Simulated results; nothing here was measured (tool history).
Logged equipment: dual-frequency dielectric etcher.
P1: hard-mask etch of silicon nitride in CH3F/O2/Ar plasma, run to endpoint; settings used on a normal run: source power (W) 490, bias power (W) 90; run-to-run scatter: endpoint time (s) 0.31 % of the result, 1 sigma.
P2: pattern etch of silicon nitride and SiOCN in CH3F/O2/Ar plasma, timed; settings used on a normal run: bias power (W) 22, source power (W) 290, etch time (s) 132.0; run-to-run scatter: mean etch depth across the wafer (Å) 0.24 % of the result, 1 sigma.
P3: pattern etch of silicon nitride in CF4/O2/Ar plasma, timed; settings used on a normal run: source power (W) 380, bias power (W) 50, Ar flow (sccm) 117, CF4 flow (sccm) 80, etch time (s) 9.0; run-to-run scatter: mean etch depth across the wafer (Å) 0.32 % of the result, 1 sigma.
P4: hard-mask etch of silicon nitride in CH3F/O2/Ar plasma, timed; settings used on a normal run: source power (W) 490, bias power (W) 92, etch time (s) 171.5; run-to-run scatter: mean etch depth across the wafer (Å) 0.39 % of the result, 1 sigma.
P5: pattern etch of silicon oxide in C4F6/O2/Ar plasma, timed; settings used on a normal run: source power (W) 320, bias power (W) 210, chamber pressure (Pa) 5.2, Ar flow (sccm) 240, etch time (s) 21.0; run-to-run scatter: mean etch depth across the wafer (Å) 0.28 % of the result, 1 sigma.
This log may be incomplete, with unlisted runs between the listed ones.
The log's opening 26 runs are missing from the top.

run   hour  process that ran  source power (W)  bias power (W)  chamber pressure (Pa)  Ar flow (sccm)  etch time (s)  CF4 flow (sccm)  hours since the last wet clean  hours since the last source power generator calibration  hours since the last bias power generator calibration  endpoint time (s)  mean etch depth across the wafer (Å)
 27  229.1                P3               380              50                                    163            9.0               80                           501.0                                                   1600.7                                                 2074.1                                                  124.200
     229.8  -- source power generator calibrated
 28  240.2                P1               490              90                                                                                                  512.1                                                     10.5                                                 2085.2             47.368
 29  248.7                P1               490              58                                                                                                  520.6                                                     19.0                                                 2093.7             54.540
 30  255.2                P3               380              50                                    117           12.0               80                           527.1                                                     25.5                                                 2100.2                                                  172.280
 31  265.1                P5               380             210                    5.2             240           21.0                                            537.0                                                     35.4                                                 2110.1                                                  691.600
 32  273.8                P3               380              50                                    117            9.0               80                           545.7                                                     44.1                                                 2118.8                                                  129.200
 33  281.8                P5               320             210                    5.2             181           21.0                                            553.7                                                     52.1                                                 2126.8                                                  666.820
 34  288.7                P1               490              90                                                                                                  560.6                                                     59.0                                                 2133.7             47.066
 35  298.2                P1               490              90                                                                                                  570.1                                                     68.5                                                 2143.2             46.813
 36  304.1                P1               490              90                                                                                                  576.0                                                     74.4                                                 2149.1             46.337
 37  312.9                P1               490              90                                                                                                  584.8                                                     83.2                                                 2157.9             46.665
 38  320.6                P1               490              90                                                                                                  592.5                                                     90.9                                                 2165.6             46.579
 39  328.9                P1               490              90                                                                                                  600.8                                                     99.2                                                 2173.9             46.426

The next listed run, before its measurement:
     331.3  -- wet clean of the chamber
 40  336.0                P1               490              90                                                                                                    4.8                                                    106.3                                                 2181.0                  ?

Run 40 yielded endpoint time (s) 46.209.
